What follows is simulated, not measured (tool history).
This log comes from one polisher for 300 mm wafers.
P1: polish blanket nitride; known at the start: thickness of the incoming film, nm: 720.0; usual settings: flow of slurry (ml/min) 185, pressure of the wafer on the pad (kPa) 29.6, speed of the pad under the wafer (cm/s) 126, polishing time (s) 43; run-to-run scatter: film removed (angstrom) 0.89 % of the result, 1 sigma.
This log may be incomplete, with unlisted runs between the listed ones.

run    day  flow of slurry (ml/min)  pressure of the wafer on the pad (kPa)  speed of the pad under the wafer (cm/s)  polishing time (s)  wafers polished on this pad  hours since the slurry nozzle was cleaned  hours since the head pressure was calibrated  film removed (angstrom)
  1  0.258                      185                                    29.6                                      126                  43                          593                                      115.1                                           313                   1218.1
  2  0.529                      185                                    29.6                                      126                  43                          674                                      121.6                                         319.5                   1230.2
  3  0.817                      185                                    14.5                                      126                  43                          759                                      128.5                                         326.4                   605.42
  4  0.975                      185                                    29.6                                      126                  43                          807                                      132.3                                         330.2                   1235.6
  5  1.204                      185                                    29.6                                      172                  43                          875                                      137.8                                         335.7                   1578.1
  6  1.446                      185                                    29.6                                      126                  27                          947                                      143.6                                         341.5                   768.12
  7  1.629                      185                                    29.6                                      126                  57                         1002                                        148                                         345.9                   1642.9
  8  1.762                      110                                    29.6                                      126                  43                         1042                                      151.2                                         349.1                   1114.6
  9   2.05                      230                                    29.6                                      126                  43                         1128                                      158.1                                           356                   1286.8
 10  2.275                      185                                    29.6                                       58                  43                         1195                                      163.5                                         361.4                   662.92
 11  2.479                      185                                    29.6                                      126                  43                         1256                                      168.4                                         366.3                   1234.6
 12  2.629                      185                                    13.8                                       90                  43                         1301                                        172                                         369.9                   440.31
 13  2.925                      185                                    29.6                                      126                  43                         1389                                      179.1                                           377                   1229.2
 14  3.058                      185                                    45.5                                      126                  43                         1429                                      182.3                                         380.2                   1922.7
 15  3.279                      140                                    17.2                                      126                  43                         1495                                      187.6                                         385.5                   692.25
 16  3.438                      185                                    29.6                                      126                  43                         1542                                      191.4                                         389.3                   1237.2
 17  3.658                      185                                    29.6                                      126                  43                         1608                                      196.7                                         394.6                   1190.8
 18    3.8                      185                                    29.6                                      126                  43                         1650                                      200.1                                           398                   1201.2
 19  3.942                      185                                    29.6                                      126                  43                         1693                                      203.5                                         401.4                     1163
 20    4.2                      185                                    29.6                                      126                  43                         1770                                      209.7                                         407.6                     1158
 21  4.367                      185                                    29.6                                      126                  43                         1820                                      213.7                                         411.6                   1118.4
     4.533  -- head pressure recalibrated
 22  4.625                      185                                    29.6                                      126                  43                         1897                                      219.9                                           2.3                   1143.3
 23  4.883                      185                                    29.6                                      126                  43                         1974                                      226.1                                           8.5                   1140.9
 24  5.129                      185                                    29.6                                      126                  43                         2047                                        232                                          14.4                   1121.7

P1 no longer gives what it gave before; its output has crept away from where it was. The following 2 causes, each at its listed size, fit the log equally well:
A: removal rate lost through wear of the pad, % = 8.2
B: slurry flow missing at the pad, % = 37.8
Creep in the process output first set in at about day 3.438.
Ruled out, with reasons:
head's pressure below its setpoint, %: serviced after onset, at day 4.533, with no recovery of the prior output

4 check runs are offered, each on 2 wafers whose results are averaged, their results left as question marks. Which one tells the causes apart?
check 1  5.375                      185                                    44.1                                      126                  43                                                                                                                                              ?
check 2  5.375                      185                                    39.3                                       60                  43                                                                                                                                              ?
check 3  5.375                      185                                    15.2                                      156                  43                                                                                                                                              ?
check 4  5.375                      110                                    29.6                                      126                  29                                                                                                                                              ?

Outcome of each check run for each possible cause:
  check                   result    if A    if B
check 1  film removed (angstrom)    1684  1684.1
check 2  film removed (angstrom)  828.46  828.47
check 3  film removed (angstrom)  686.75  686.75
check 4  film removed (angstrom)   693.4  659.35
Separation of the two closest causes in each check, using whichever result separates them best: check 1 0 %; check 2 0 %; check 3 0 %; check 4 5.04 %
Of the check runs offered, only check 4 discriminates between the causes; the rest would read about the same regardless of which cause applies.

With check 4 done, the readings were: film removed (angstrom) 665.33. Identify which of the listed causes applies.

It is B: slurry flow missing at the pad, %.
